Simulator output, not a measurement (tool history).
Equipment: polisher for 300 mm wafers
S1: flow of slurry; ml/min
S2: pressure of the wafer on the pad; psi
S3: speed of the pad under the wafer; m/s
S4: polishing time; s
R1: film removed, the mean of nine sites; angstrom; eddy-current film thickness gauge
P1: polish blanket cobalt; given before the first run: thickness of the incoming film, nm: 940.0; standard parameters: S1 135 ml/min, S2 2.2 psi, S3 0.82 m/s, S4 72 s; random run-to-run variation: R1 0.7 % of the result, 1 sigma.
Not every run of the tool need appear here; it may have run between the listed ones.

{"run": 1, "day": 0.283, "S1": 135, "S2": 2.2, "S3": 0.82, "S4": 72, "R1": 2720}
{"run": 2, "day": 0.662, "S1": 95, "S2": 1, "S3": 0.82, "S4": 72, "R1": 1153.9}
{"run": 3, "day": 1.062, "S1": 135, "S2": 2.2, "S3": 0.36, "S4": 72, "R1": 1206.4}
{"day": 1.325, "done": "head pressure recalibrated"}
{"run": 4, "day": 1.546, "S1": 135, "S2": 2.2, "S3": 0.82, "S4": 111, "R1": 4203.5}
{"run": 5, "day": 1.942, "S1": 135, "S2": 2.2, "S3": 1.22, "S4": 72, "R1": 4042.7}
{"run": 6, "day": 2.458, "S1": 135, "S2": 2.2, "S3": 0.82, "S4": 51, "R1": 1956}
{"run": 7, "day": 2.883, "S1": 135, "S2": 2.2, "S3": 0.82, "S4": 72, "R1": 2749.2}
{"run": 8, "day": 3.4, "S1": 80, "S2": 2.2, "S3": 0.82, "S4": 72, "R1": 2410.1}
{"run": 9, "day": 3.908, "S1": 135, "S2": 2.2, "S3": 0.82, "S4": 72, "R1": 2706.4}
{"run": 10, "day": 4.346, "S1": 135, "S2": 2.2, "S3": 0.82, "S4": 72, "R1": 2719.7}
{"run": 11, "day": 4.829, "S1": 135, "S2": 3.5, "S3": 0.82, "S4": 72, "R1": 4294.4}
{"run": 12, "day": 5.367, "S1": 200, "S2": 2.2, "S3": 0.82, "S4": 72, "R1": 2917.5}
{"run": 13, "day": 5.629, "S1": 135, "S2": 2.2, "S3": 0.82, "S4": 72, "R1": 2722.1}
{"run": 14, "day": 5.983, "S1": 100, "S2": 1.1, "S3": 0.82, "S4": 72, "R1": 1275.5}
{"run": 15, "day": 6.492, "S1": 135, "S2": 1.6, "S3": 0.82, "S4": 72, "R1": 1982.1}
{"run": 16, "day": 6.879, "S1": 135, "S2": 2.2, "S3": 0.82, "S4": 72, "R1": 2735.8}
{"run": 17, "day": 7.275, "S1": 135, "S2": 2.2, "S3": 0.82, "S4": 72, "R1": 2620.2}
{"run": 18, "day": 7.633, "S1": 135, "S2": 2.2, "S3": 0.82, "S4": 72, "R1": 2618.3}
{"run": 19, "day": 8.204, "S1": 135, "S2": 2.2, "S3": 0.82, "S4": 72, "R1": 2550.3}
{"run": 20, "day": 8.567, "S1": 135, "S2": 2.2, "S3": 0.82, "S4": 72, "R1": 2533.4}

What will run 21 give?
{"run": 21, "day": 9.054, "S1": 135, "S2": 2.2, "S3": 0.82, "S4": 72, "R1": "?"}

R1: 2520.6 angstrom
